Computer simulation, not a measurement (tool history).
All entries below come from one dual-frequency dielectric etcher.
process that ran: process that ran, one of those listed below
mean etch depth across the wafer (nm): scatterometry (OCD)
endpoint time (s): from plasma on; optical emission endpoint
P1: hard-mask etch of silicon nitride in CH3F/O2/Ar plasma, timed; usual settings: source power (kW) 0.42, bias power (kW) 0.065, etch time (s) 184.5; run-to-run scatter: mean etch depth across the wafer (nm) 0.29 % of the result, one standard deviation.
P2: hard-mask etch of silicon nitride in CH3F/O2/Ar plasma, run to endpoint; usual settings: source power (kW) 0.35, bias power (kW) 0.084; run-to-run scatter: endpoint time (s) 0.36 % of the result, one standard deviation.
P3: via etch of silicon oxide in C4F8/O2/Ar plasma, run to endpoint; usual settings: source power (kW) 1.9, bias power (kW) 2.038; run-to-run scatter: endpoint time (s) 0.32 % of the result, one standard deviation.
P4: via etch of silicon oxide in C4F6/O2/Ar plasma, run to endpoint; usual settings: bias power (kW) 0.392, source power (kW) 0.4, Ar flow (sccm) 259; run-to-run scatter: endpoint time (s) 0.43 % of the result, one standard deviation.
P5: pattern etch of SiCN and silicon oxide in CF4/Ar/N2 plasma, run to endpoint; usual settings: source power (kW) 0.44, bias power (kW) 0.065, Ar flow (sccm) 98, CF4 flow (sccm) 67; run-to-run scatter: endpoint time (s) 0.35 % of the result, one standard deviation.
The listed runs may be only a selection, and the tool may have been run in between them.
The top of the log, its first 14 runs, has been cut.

run	day	process that ran	source power (kW)	bias power (kW)	etch time (s)	Ar flow (sccm)	CF4 flow (sccm)	hours since the last wet clean	hours since the last source power generator calibration	hours since the last bias power generator calibration	mean etch depth across the wafer (nm)	endpoint time (s)
15	2.442	P2	0.35	0.084				375.3	1258.7	834.1		56.389
16	2.542	P5	0.44	0.065		70	67	377.7	1261.1	836.5		17.007
17	2.75	P4	0.4	0.392		259		382.7	1266.1	841.5		44.584
18	2.904	P1	0.42	0.04	184.5			386.4	1269.8	845.2	108.78	
19	3.046	P3	1.9	2.528				389.8	1273.2	848.6		214.37
20	3.254	P3	1.9	2.038				394.8	1278.2	853.6		229.24
21	3.467	P1	0.42	0.065	184.5			399.9	1283.3	858.7	126.2	
22	3.604	P1	0.42	0.065	184.5			403.2	1286.6	862	126.59	
23	3.762	P1	0.35	0.065	266			407	1290.4	865.8	170.37	
24	3.958	P5	0.33	0.065		98	67	411.7	1295.1	870.5		22.979
25	4.104	P4	0.48	0.392		259		415.2	1298.6	874		41.698
26	4.258	P5	0.44	0.065		98	84	418.9	1302.3	877.7		17.209
27	4.471	P1	0.57	0.065	184.5			424	1307.4	882.8	142.64	
28	4.571	P4	0.4	0.392		346		426.4	1309.8	885.2		45.923
29	4.738	P5	0.44	0.065		98	67	430.4	1313.8	889.2		17.748

For run 30, what comes out?
30	4.883	P5	0.44	0.089		98	67	433.9	1317.3	892.7		?

endpoint time (s): 15.944

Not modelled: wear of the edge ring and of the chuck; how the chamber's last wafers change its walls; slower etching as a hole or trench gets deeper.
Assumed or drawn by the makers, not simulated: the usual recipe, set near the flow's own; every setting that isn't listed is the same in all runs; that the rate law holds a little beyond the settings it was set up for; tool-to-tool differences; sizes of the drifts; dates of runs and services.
